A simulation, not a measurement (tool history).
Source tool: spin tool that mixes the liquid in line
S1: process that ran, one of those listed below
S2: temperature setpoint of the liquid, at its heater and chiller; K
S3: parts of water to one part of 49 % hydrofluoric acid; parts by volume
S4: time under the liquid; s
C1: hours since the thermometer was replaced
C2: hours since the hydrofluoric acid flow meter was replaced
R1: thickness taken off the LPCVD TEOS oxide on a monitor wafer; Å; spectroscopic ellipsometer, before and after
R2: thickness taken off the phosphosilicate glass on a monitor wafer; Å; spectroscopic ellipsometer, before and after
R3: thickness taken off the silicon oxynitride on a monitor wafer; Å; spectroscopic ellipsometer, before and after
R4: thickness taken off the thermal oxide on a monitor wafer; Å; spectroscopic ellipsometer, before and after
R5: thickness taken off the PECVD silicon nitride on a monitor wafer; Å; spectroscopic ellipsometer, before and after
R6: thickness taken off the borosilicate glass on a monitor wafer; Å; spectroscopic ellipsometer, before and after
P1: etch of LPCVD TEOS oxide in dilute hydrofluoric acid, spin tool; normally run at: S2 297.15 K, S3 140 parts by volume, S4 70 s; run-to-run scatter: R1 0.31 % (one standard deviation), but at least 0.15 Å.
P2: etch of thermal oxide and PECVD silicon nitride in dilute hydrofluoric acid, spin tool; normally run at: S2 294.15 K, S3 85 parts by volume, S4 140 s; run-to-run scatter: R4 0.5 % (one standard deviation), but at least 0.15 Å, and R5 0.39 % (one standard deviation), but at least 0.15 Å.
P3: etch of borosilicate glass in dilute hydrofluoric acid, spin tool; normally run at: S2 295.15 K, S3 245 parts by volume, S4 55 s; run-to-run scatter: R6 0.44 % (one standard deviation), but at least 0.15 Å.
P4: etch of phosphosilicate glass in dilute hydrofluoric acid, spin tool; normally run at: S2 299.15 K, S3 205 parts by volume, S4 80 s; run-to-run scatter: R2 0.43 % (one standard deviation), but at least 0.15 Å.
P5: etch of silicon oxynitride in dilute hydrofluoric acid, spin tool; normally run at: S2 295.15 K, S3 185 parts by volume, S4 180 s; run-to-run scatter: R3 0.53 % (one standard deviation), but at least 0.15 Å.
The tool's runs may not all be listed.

{"run": 1, "hour": 13.4, "S1": "P1", "S2": 297.15, "S3": 140, "S4": 70, "C1": 1687.5, "C2": 314.3, "R1": 119.26}
{"run": 2, "hour": 21.2, "S1": "P4", "S2": 299.15, "S3": 205, "S4": 80, "C1": 1695.3, "C2": 322.1, "R2": 417.84}
{"run": 3, "hour": 27.4, "S1": "P5", "S2": 295.15, "S3": 185, "S4": 180, "C1": 1701.5, "C2": 328.3, "R3": 39.618}
{"run": 4, "hour": 40.6, "S1": "P1", "S2": 301.65, "S3": 140, "S4": 70, "C1": 1714.7, "C2": 341.5, "R1": 140.95}
{"run": 5, "hour": 48.4, "S1": "P4", "S2": 299.15, "S3": 55, "S4": 80, "C1": 1722.5, "C2": 349.3, "R2": 1877.3}
{"run": 6, "hour": 59.3, "S1": "P1", "S2": 297.15, "S3": 140, "S4": 70, "C1": 1733.4, "C2": 360.2, "R1": 118.86}
{"run": 7, "hour": 71.3, "S1": "P1", "S2": 297.15, "S3": 220, "S4": 70, "C1": 1745.4, "C2": 372.2, "R1": 69.222}
{"run": 8, "hour": 79.2, "S1": "P1", "S2": 297.15, "S3": 140, "S4": 70, "C1": 1753.3, "C2": 380.1, "R1": 119.19}
{"run": 9, "hour": 85.3, "S1": "P4", "S2": 299.15, "S3": 205, "S4": 80, "C1": 1759.4, "C2": 386.2, "R2": 418.25}
{"run": 10, "hour": 96.2, "S1": "P1", "S2": 297.15, "S3": 60, "S4": 70, "C1": 1770.3, "C2": 397.1, "R1": 306.65}
{"run": 11, "hour": 107.1, "S1": "P2", "S2": 299.65, "S3": 85, "S4": 140, "C1": 1781.2, "C2": 408.0, "R4": 87.56, "R5": 81.446}
{"run": 12, "hour": 118.5, "S1": "P2", "S2": 294.15, "S3": 120, "S4": 140, "C1": 1792.6, "C2": 419.4, "R4": 48.096, "R5": 40.069}
{"run": 13, "hour": 131.0, "S1": "P1", "S2": 297.15, "S3": 75, "S4": 15, "C1": 1805.1, "C2": 431.9, "R1": 51.229}
{"run": 14, "hour": 143.5, "S1": "P1", "S2": 297.15, "S3": 140, "S4": 70, "C1": 1817.6, "C2": 444.4, "R1": 119.29}
{"run": 15, "hour": 150.9, "S1": "P3", "S2": 295.15, "S3": 245, "S4": 115, "C1": 1825.0, "C2": 451.8, "R6": 111.1}
{"run": 16, "hour": 163.4, "S1": "P4", "S2": 299.15, "S3": 205, "S4": 140, "C1": 1837.5, "C2": 464.3, "R2": 725.35}
{"run": 17, "hour": 177.3, "S1": "P5", "S2": 300.65, "S3": 185, "S4": 180, "C1": 1851.4, "C2": 478.2, "R3": 50.278}
{"run": 18, "hour": 186.0, "S1": "P4", "S2": 306.15, "S3": 205, "S4": 80, "C1": 1860.1, "C2": 486.9, "R2": 534.78}
{"run": 19, "hour": 196.3, "S1": "P1", "S2": 297.15, "S3": 140, "S4": 30, "C1": 1870.4, "C2": 497.2, "R1": 51.509}
{"run": 20, "hour": 207.4, "S1": "P1", "S2": 297.15, "S3": 140, "S4": 70, "C1": 1881.5, "C2": 508.3, "R1": 119.23}
{"run": 21, "hour": 214.0, "S1": "P5", "S2": 295.15, "S3": 185, "S4": 355, "C1": 1888.1, "C2": 514.9, "R3": 78.443}
{"run": 22, "hour": 225.3, "S1": "P3", "S2": 300.65, "S3": 245, "S4": 55, "C1": 1899.4, "C2": 526.2, "R6": 64.133}
{"run": 23, "hour": 231.6, "S1": "P3", "S2": 295.15, "S3": 245, "S4": 55, "C1": 1905.7, "C2": 532.5, "R6": 52.332}
{"run": 24, "hour": 241.2, "S1": "P2", "S2": 294.15, "S3": 85, "S4": 255, "C1": 1915.3, "C2": 542.1, "R4": 127.93, "R5": 102.9}
{"run": 25, "hour": 250.6, "S1": "P1", "S2": 297.15, "S3": 140, "S4": 110, "C1": 1924.7, "C2": 551.5, "R1": 186.65}
{"run": 26, "hour": 262.3, "S1": "P1", "S2": 293.65, "S3": 140, "S4": 70, "C1": 1936.4, "C2": 563.2, "R1": 103.39}
{"run": 27, "hour": 271.0, "S1": "P3", "S2": 295.15, "S3": 125, "S4": 55, "C1": 1945.1, "C2": 571.9, "R6": 117.05}
{"run": 28, "hour": 277.9, "S1": "P3", "S2": 295.15, "S3": 245, "S4": 55, "C1": 1952.0, "C2": 578.8, "R6": 53.009}
{"run": 29, "hour": 287.3, "S1": "P2", "S2": 294.15, "S3": 85, "S4": 140, "C1": 1961.4, "C2": 588.2, "R4": 69.577, "R5": 56.532}
{"run": 30, "hour": 295.9, "S1": "P5", "S2": 295.15, "S3": 305, "S4": 180, "C1": 1970.0, "C2": 596.8, "R3": 22.13}
{"run": 31, "hour": 307.6, "S1": "P2", "S2": 294.15, "S3": 85, "S4": 140, "C1": 1981.7, "C2": 608.5, "R4": 69.917, "R5": 56.797}
{"run": 32, "hour": 319.4, "S1": "P1", "S2": 297.15, "S3": 140, "S4": 70, "C1": 1993.5, "C2": 620.3, "R1": 118.54}
{"run": 33, "hour": 326.6, "S1": "P1", "S2": 297.15, "S3": 140, "S4": 70, "C1": 2000.7, "C2": 627.5, "R1": 121.81}
{"run": 34, "hour": 335.2, "S1": "P1", "S2": 297.15, "S3": 140, "S4": 70, "C1": 2009.3, "C2": 636.1, "R1": 124.09}
{"run": 35, "hour": 344.3, "S1": "P1", "S2": 297.15, "S3": 140, "S4": 70, "C1": 2018.4, "C2": 645.2, "R1": 125.95}
{"run": 36, "hour": 355.3, "S1": "P1", "S2": 297.15, "S3": 140, "S4": 70, "C1": 2029.4, "C2": 656.2, "R1": 126.75}
{"run": 37, "hour": 362.9, "S1": "P1", "S2": 297.15, "S3": 140, "S4": 70, "C1": 2037.0, "C2": 663.8, "R1": 128.81}
{"run": 38, "hour": 376.2, "S1": "P1", "S2": 297.15, "S3": 140, "S4": 70, "C1": 2050.3, "C2": 677.1, "R1": 129.32}
{"run": 39, "hour": 388.7, "S1": "P1", "S2": 297.15, "S3": 140, "S4": 70, "C1": 2062.8, "C2": 689.6, "R1": 129.08}
{"run": 40, "hour": 396.2, "S1": "P1", "S2": 297.15, "S3": 140, "S4": 70, "C1": 2070.3, "C2": 697.1, "R1": 128.55}
{"run": 41, "hour": 403.4, "S1": "P1", "S2": 297.15, "S3": 140, "S4": 70, "C1": 2077.5, "C2": 704.3, "R1": 130.05}
{"run": 42, "hour": 415.8, "S1": "P1", "S2": 297.15, "S3": 140, "S4": 70, "C1": 2089.9, "C2": 716.7, "R1": 130.02}

P1 no longer gives what it gave before; its output has crept away from where it was. The following 2 causes, each at its listed size, fit the log equally well:
A: hydrofluoric acid flow above the setpoint (%) = 7.75
B: liquid hotter than its thermometer reads (K) = 2.27
At approximately hour 319.4, the process output began to creep.

Listed below are the offered check runs, one wafer per run, with question marks in place of results. For which of them would the causes give clearly different outcomes?
{"run": "check 1", "hour": 428.2, "S1": "P5", "S2": 295.15, "S3": 285, "S4": 320, "R3": "?"}
{"run": "check 2", "hour": 428.2, "S1": "P3", "S2": 295.15, "S3": 245, "S4": 105, "R6": "?"}
{"run": "check 3", "hour": 428.2, "S1": "P4", "S2": 299.15, "S3": 60, "S4": 80, "R2": "?"}
{"run": "check 4", "hour": 428.2, "S1": "P2", "S2": 299.15, "S3": 85, "S4": 250, "R4": "?", "R5": "?"}

What every check run would give for each of its results, assuming each possible cause in turn:
check=check_1 result=R3 if_A=46.576 if_B=47.034
check=check_2 result=R6 if_A=110.140 if_B=109.070
check=check_3 result=R2 if_A=1847.90 if_B=1865.90
check=check_4 result=R4 if_A=165.690 if_B=166.650
check=check_4 result=R5 if_A=151.680 if_B=163.160
Smallest distance between any two causes, each pair judged by its most separating result, in per cent: check 1 0.98 %; check 2 0.97 %; check 3 0.97 %; check 4 7.3 %
Of the check runs offered, only check 4 discriminates between the causes; the rest would read about the same regardless of which cause applies.

With check 4 done, the readings were: R4 164.790 Å; R5 152.000 Å. Identify which of the listed causes applies.

A is the cause: hydrofluoric acid flow above the setpoint (%).

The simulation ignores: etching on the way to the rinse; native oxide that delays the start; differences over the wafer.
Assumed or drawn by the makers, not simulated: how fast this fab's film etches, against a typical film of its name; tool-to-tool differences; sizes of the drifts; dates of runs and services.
